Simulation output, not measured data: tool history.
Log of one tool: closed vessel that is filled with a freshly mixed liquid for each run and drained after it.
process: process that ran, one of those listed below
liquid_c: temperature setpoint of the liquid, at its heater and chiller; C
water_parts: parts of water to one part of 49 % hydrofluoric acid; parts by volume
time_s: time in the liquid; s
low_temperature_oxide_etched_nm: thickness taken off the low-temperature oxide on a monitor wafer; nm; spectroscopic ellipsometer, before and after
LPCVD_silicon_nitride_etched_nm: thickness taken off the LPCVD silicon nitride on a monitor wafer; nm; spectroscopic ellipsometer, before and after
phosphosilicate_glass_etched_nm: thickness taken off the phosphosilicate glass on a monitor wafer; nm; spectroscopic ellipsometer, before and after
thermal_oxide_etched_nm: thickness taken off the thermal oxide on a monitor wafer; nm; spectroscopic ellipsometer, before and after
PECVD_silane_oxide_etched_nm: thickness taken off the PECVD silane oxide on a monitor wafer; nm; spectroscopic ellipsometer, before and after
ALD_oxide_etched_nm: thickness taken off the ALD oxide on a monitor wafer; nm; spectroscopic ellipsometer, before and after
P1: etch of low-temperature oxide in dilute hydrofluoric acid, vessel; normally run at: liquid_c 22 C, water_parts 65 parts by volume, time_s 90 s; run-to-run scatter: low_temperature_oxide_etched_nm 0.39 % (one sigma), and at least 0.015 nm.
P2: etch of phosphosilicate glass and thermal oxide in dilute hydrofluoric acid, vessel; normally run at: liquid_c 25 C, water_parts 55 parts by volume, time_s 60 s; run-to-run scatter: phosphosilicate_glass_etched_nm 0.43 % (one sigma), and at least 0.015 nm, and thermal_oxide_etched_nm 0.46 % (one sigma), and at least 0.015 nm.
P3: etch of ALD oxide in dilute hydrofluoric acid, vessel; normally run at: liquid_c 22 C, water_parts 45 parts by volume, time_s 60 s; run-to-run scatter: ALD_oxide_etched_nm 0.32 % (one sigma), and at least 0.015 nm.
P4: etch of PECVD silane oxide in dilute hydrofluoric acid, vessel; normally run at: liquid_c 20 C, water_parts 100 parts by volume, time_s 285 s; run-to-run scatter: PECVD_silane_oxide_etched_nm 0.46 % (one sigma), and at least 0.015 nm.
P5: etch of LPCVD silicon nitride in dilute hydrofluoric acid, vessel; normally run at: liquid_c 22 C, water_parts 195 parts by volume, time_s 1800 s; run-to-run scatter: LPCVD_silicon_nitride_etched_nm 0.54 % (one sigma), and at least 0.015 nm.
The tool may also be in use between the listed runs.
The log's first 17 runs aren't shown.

run   hour  process  liquid_c  water_parts  time_s  hours since the thermometer was replaced  hours since the hydrofluoric acid flow meter was replaced  low_temperature_oxide_etched_nm  LPCVD_silicon_nitride_etched_nm  phosphosilicate_glass_etched_nm  thermal_oxide_etched_nm  PECVD_silane_oxide_etched_nm  ALD_oxide_etched_nm
 18   96.9       P2        25           55     110                                     600.0                                                     1443.6                                                                                            203.280                  10.6820
 19  102.0       P1        22           65      90                                     605.1                                                     1448.7                          32.0260
 20  108.0       P2        25          100      60                                     611.1                                                     1454.7                                                                                             57.402                   3.0119
 21  116.2       P4        17          100     285                                     619.3                                                     1462.9                                                                                                                                                    40.048
 22  120.1       P3        22           20      60                                     623.2                                                     1466.8                                                                                                                                                                         39.627
 23  124.7       P3        22           45      60                                     627.8                                                     1471.4                                                                                                                                                                         17.133
 24  130.0       P1        22           65     145                                     633.1                                                     1476.7                          51.5860
 25  134.3       P1        22           65      90                                     637.4                                                     1481.0                          31.8420
 26  139.3       P3        22           45      60                                     642.4                                                     1486.0                                                                                                                                                                         17.105
 27  147.4       P3        17           45      60                                     650.5                                                     1494.1                                                                                                                                                                         13.873
 28  151.1       P4        20          100     445                                     654.2                                                     1497.8                                                                                                                                                    71.434
 29  156.4       P3        22           45     110                                     659.5                                                     1503.1                                                                                                                                                                         31.502
 30  162.7       P2        19           55      60                                     665.8                                                     1509.4                                                                                             86.155                   4.5294
 31  168.9       P1        17           65      90                                     672.0                                                     1515.6                          25.7670
 32  176.0       P1        22           65      90                                     679.1                                                     1522.7                          31.7800
 33  179.9       P1        22           65      90                                     683.0                                                     1526.6                          31.3770
 34  186.0       P1        22           65      90                                     689.1                                                     1532.7                          30.7480
 35  194.2       P1        22           65      90                                     697.3                                                     1540.9                          30.2220
 36  198.6       P1        22           65      90                                     701.7                                                     1545.3                          29.9030

The next listed run, before its measurement:
 37  203.9       P1        22           65      90                                     707.0                                                     1550.6                                ?

Run 37 gave low_temperature_oxide_etched_nm 30.0200 nm.
